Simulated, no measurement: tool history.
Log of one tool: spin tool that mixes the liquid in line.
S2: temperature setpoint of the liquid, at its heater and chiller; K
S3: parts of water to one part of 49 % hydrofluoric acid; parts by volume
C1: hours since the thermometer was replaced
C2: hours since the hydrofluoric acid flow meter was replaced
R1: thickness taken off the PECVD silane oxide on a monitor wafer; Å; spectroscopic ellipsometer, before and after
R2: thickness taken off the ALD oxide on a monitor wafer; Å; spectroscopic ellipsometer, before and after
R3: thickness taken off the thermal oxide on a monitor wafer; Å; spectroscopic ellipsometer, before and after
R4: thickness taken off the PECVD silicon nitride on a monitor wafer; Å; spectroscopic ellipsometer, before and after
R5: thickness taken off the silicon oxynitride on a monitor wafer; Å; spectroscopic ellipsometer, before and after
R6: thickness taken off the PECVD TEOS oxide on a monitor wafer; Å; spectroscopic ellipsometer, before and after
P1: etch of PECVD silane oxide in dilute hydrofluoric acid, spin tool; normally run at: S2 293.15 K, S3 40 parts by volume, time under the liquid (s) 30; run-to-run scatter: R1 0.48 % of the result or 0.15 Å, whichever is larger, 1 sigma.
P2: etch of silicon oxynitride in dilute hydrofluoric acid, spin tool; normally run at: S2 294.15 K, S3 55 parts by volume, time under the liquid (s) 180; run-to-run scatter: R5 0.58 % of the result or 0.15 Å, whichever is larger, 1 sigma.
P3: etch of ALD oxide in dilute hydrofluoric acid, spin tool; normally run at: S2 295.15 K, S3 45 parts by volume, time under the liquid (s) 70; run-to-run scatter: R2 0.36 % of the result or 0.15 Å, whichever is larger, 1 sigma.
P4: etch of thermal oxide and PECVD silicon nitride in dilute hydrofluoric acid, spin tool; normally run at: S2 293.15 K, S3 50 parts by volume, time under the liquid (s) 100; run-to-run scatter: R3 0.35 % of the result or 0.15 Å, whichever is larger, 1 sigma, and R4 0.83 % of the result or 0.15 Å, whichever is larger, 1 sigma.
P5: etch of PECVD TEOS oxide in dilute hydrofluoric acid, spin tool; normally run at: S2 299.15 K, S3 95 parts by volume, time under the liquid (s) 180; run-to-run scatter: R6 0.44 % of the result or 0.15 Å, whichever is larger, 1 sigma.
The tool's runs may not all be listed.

{"run": 1, "hour": 2.9, "process that ran": "P1", "S2": 293.15, "S3": 40, "time under the liquid (s)": 30, "C1": 864.3, "C2": 1220.3, "R1": 327.47}
{"run": 2, "hour": 8.0, "process that ran": "P1", "S2": 290.15, "S3": 40, "time under the liquid (s)": 30, "C1": 869.4, "C2": 1225.4, "R1": 286.22}
{"run": 3, "hour": 12.9, "process that ran": "P3", "S2": 301.15, "S3": 45, "time under the liquid (s)": 70, "C1": 874.3, "C2": 1230.3, "R2": 282.65}
{"run": 4, "hour": 16.9, "process that ran": "P3", "S2": 295.15, "S3": 60, "time under the liquid (s)": 70, "C1": 878.3, "C2": 1234.3, "R2": 164.15}
{"run": 5, "hour": 19.7, "process that ran": "P4", "S2": 293.15, "S3": 50, "time under the liquid (s)": 100, "C1": 881.1, "C2": 1237.1, "R3": 83.034, "R4": 26.517}
{"run": 6, "hour": 23.7, "process that ran": "P4", "S2": 293.15, "S3": 50, "time under the liquid (s)": 185, "C1": 885.1, "C2": 1241.1, "R3": 153.79, "R4": 49.016}
{"run": 7, "hour": 26.8, "process that ran": "P1", "S2": 293.15, "S3": 25, "time under the liquid (s)": 30, "C1": 888.2, "C2": 1244.2, "R1": 532.6}
{"run": 8, "hour": 30.1, "process that ran": "P1", "S2": 293.15, "S3": 40, "time under the liquid (s)": 15, "C1": 891.5, "C2": 1247.5, "R1": 162.6}
{"run": 9, "hour": 33.0, "process that ran": "P2", "S2": 294.15, "S3": 85, "time under the liquid (s)": 180, "C1": 894.4, "C2": 1250.4, "R5": 53.813}
{"run": 10, "hour": 35.8, "process that ran": "P5", "S2": 299.15, "S3": 165, "time under the liquid (s)": 180, "C1": 897.2, "C2": 1253.2, "R6": 98.396}
{"run": 11, "hour": 39.3, "process that ran": "P4", "S2": 293.15, "S3": 20, "time under the liquid (s)": 100, "C1": 900.7, "C2": 1256.7, "R3": 213.95, "R4": 64.423}
{"run": 12, "hour": 41.6, "process that ran": "P3", "S2": 295.15, "S3": 45, "time under the liquid (s)": 70, "C1": 903.0, "C2": 1259.0, "R2": 221.47}
{"run": 13, "hour": 46.1, "process that ran": "P1", "S2": 290.15, "S3": 55, "time under the liquid (s)": 30, "C1": 907.5, "C2": 1263.5, "R1": 202.85}
{"run": 14, "hour": 50.7, "process that ran": "P1", "S2": 293.15, "S3": 40, "time under the liquid (s)": 30, "C1": 912.1, "C2": 1268.1, "R1": 325.88}
{"run": 15, "hour": 55.6, "process that ran": "P4", "S2": 293.15, "S3": 50, "time under the liquid (s)": 100, "C1": 917.0, "C2": 1273.0, "R3": 82.645, "R4": 26.416}
{"run": 16, "hour": 58.9, "process that ran": "P1", "S2": 299.65, "S3": 55, "time under the liquid (s)": 30, "C1": 920.3, "C2": 1276.3, "R1": 306.84}
{"run": 17, "hour": 61.6, "process that ran": "P1", "S2": 293.15, "S3": 70, "time under the liquid (s)": 30, "C1": 923.0, "C2": 1279.0, "R1": 179.27}
{"run": 18, "hour": 65.3, "process that ran": "P1", "S2": 293.15, "S3": 40, "time under the liquid (s)": 30, "C1": 926.7, "C2": 1282.7, "R1": 323.94}
{"run": 19, "hour": 68.9, "process that ran": "P1", "S2": 293.15, "S3": 40, "time under the liquid (s)": 30, "C1": 930.3, "C2": 1286.3, "R1": 327.46}
{"run": 20, "hour": 71.5, "process that ran": "P1", "S2": 293.15, "S3": 40, "time under the liquid (s)": 50, "C1": 932.9, "C2": 1288.9, "R1": 538.65}
{"run": 21, "hour": 74.7, "process that ran": "P1", "S2": 299.15, "S3": 40, "time under the liquid (s)": 30, "C1": 936.1, "C2": 1292.1, "R1": 422.4}
{"run": 22, "hour": 78.2, "process that ran": "P3", "S2": 295.15, "S3": 45, "time under the liquid (s)": 135, "C1": 939.6, "C2": 1295.6, "R2": 428.4}
{"run": 23, "hour": 81.7, "process that ran": "P5", "S2": 299.15, "S3": 95, "time under the liquid (s)": 180, "C1": 943.1, "C2": 1299.1, "R6": 186.95}
{"run": 24, "hour": 84.9, "process that ran": "P2", "S2": 294.15, "S3": 55, "time under the liquid (s)": 180, "C1": 946.3, "C2": 1302.3, "R5": 86.078}
{"run": 25, "hour": 89.5, "process that ran": "P1", "S2": 293.15, "S3": 70, "time under the liquid (s)": 60, "C1": 950.9, "C2": 1306.9, "R1": 358.04}
{"run": 26, "hour": 92.9, "process that ran": "P1", "S2": 293.15, "S3": 40, "time under the liquid (s)": 30, "C1": 954.3, "C2": 1310.3, "R1": 324.22}
{"run": 27, "hour": 97.0, "process that ran": "P4", "S2": 297.15, "S3": 50, "time under the liquid (s)": 100, "C1": 958.4, "C2": 1314.4, "R3": 97.463, "R4": 35.039}
{"run": 28, "hour": 101.6, "process that ran": "P5", "S2": 299.15, "S3": 95, "time under the liquid (s)": 180, "C1": 963.0, "C2": 1319.0, "R6": 186.12}
{"run": 29, "hour": 105.8, "process that ran": "P1", "S2": 293.15, "S3": 40, "time under the liquid (s)": 30, "C1": 967.2, "C2": 1323.2, "R1": 325.42}
{"run": 30, "hour": 109.6, "process that ran": "P2", "S2": 294.15, "S3": 55, "time under the liquid (s)": 65, "C1": 971.0, "C2": 1327.0, "R5": 30.779}
{"run": 31, "hour": 112.6, "process that ran": "P5", "S2": 291.65, "S3": 95, "time under the liquid (s)": 180, "C1": 974.0, "C2": 1330.0, "R6": 137.4}
{"run": 32, "hour": 115.5, "process that ran": "P2", "S2": 298.65, "S3": 55, "time under the liquid (s)": 180, "C1": 976.9, "C2": 1332.9, "R5": 106.67}
{"run": 33, "hour": 118.0, "process that ran": "P3", "S2": 295.15, "S3": 45, "time under the liquid (s)": 70, "C1": 979.4, "C2": 1335.4, "R2": 222.84}
{"run": 34, "hour": 120.3, "process that ran": "P5", "S2": 299.15, "S3": 95, "time under the liquid (s)": 320, "C1": 981.7, "C2": 1337.7, "R6": 331.69}
{"run": 35, "hour": 125.1, "process that ran": "P1", "S2": 293.15, "S3": 40, "time under the liquid (s)": 30, "C1": 986.5, "C2": 1342.5, "R1": 326.27}
{"run": 36, "hour": 130.3, "process that ran": "P1", "S2": 293.15, "S3": 40, "time under the liquid (s)": 30, "C1": 991.7, "C2": 1347.7, "R1": 343.55}
{"run": 37, "hour": 133.3, "process that ran": "P1", "S2": 293.15, "S3": 40, "time under the liquid (s)": 30, "C1": 994.7, "C2": 1350.7, "R1": 344.09}
{"run": 38, "hour": 136.5, "process that ran": "P1", "S2": 293.15, "S3": 40, "time under the liquid (s)": 30, "C1": 997.9, "C2": 1353.9, "R1": 349.7}
{"run": 39, "hour": 139.4, "process that ran": "P1", "S2": 293.15, "S3": 40, "time under the liquid (s)": 30, "C1": 1000.8, "C2": 1356.8, "R1": 348.34}
{"run": 40, "hour": 141.9, "process that ran": "P1", "S2": 293.15, "S3": 40, "time under the liquid (s)": 30, "C1": 1003.3, "C2": 1359.3, "R1": 352.77}
{"run": 41, "hour": 146.0, "process that ran": "P1", "S2": 293.15, "S3": 40, "time under the liquid (s)": 30, "C1": 1007.4, "C2": 1363.4, "R1": 354.65}
{"run": 42, "hour": 150.6, "process that ran": "P1", "S2": 293.15, "S3": 40, "time under the liquid (s)": 30, "C1": 1012.0, "C2": 1368.0, "R1": 356.47}
{"run": 43, "hour": 154.6, "process that ran": "P1", "S2": 293.15, "S3": 40, "time under the liquid (s)": 30, "C1": 1016.0, "C2": 1372.0, "R1": 353.12}

What P1 gives has crept away from where it was. These 2 causes fit the log equally well, each at the size given:
A: liquid hotter than its thermometer reads (K) = 1.98
B: hydrofluoric acid flow above the setpoint (%) = 8.36
The creep began at about hour 125.1.

4 check runs are offered, one wafer each, their results left as question marks. Which one tells the causes apart?
{"run": "check 1", "hour": 158.6, "process that ran": "P3", "S2": 295.15, "S3": 60, "time under the liquid (s)": 120, "R2": "?"}
{"run": "check 2", "hour": 158.6, "process that ran": "P5", "S2": 295.15, "S3": 95, "time under the liquid (s)": 265, "R6": "?"}
{"run": "check 3", "hour": 158.6, "process that ran": "P4", "S2": 296.65, "S3": 20, "time under the liquid (s)": 100, "R3": "?", "R4": "?"}
{"run": "check 4", "hour": 158.6, "process that ran": "P2", "S2": 298.15, "S3": 55, "time under the liquid (s)": 105, "R5": "?"}

What each check would give under each cause:
check=check_1 result=R2 if_A=304.74 if_B=306.14
check=check_2 result=R6 if_A=252.690 if_B=255.120
check=check_3 result=R3 if_A=271.010 if_B=270.710
check=check_3 result=R4 if_A=93.926 if_B=88.532
check=check_4 result=R5 if_A=66.348 if_B=65.628
How far apart the two closest causes lie, in the result that separates them most: check 1 0.46 %; check 2 0.96 %; check 3 5.91 %; check 4 1.09 %
Check 3 tells the causes apart: in the others they would give nearly the same result.

Then check 3 was run and gave: R3 271.250 Å; R4 95.193 Å. Which cause is it?

It is A: liquid hotter than its thermometer reads (K).
